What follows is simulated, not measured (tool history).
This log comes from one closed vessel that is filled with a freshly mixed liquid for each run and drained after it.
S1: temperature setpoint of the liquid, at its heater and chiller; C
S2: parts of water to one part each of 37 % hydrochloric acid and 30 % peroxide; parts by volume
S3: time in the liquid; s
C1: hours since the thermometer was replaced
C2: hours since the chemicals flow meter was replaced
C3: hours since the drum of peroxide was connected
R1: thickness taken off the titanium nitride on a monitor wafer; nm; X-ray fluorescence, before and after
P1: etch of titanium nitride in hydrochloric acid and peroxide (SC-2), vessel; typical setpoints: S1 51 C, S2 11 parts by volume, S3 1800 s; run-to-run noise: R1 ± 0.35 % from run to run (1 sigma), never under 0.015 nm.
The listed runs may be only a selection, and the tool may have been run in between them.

run	hour	S1	S2	S3	C1	C2	C3	R1
1	13.2	51	11	1800	848.9	519.1	188.9	25.075
2	20.5	51	11	1800	856.2	526.4	196.2	24.771
3	32.7	51	4	160	868.4	538.6	208.4	4.7973
4	44.2	51	11	1800	879.9	550.1	219.9	24.996
5	54	60.5	11	1800	889.7	559.9	229.7	46.054
6	62.8	51	11	1800	898.5	568.7	238.5	24.795
7	77.1	51	19.5	1800	912.8	583	252.8	15.142
# hour 89.3: thermometer replaced
8	92.4	37	11	1800	3.1	598.3	268.1	9.4875
9	99.4	38	17	1800	10.1	605.3	275.1	6.9913
10	110	51	11	3570	20.7	615.9	285.7	49.576
11	121.8	51	4	1800	32.5	627.7	297.5	54.133
12	132.4	51	11	1800	43.1	638.3	308.1	24.975
13	147.8	51	11	35	58.5	653.7	323.5	0.4672
14	156	51	11	1800	66.7	661.9	331.7	25.037
15	165.3	51	11	1800	76	671.2	341	24.829
16	176.5	51	11	1800	87.2	682.4	352.2	26.059
17	186.7	51	11	1800	97.4	692.6	362.4	26.462
18	194.8	51	11	1800	105.5	700.7	370.5	26.621

Forecast run 19:
19	202.4	51	11	1800	113.1	708.3	378.1	?

{"run 19": {"R1": 26.804}}
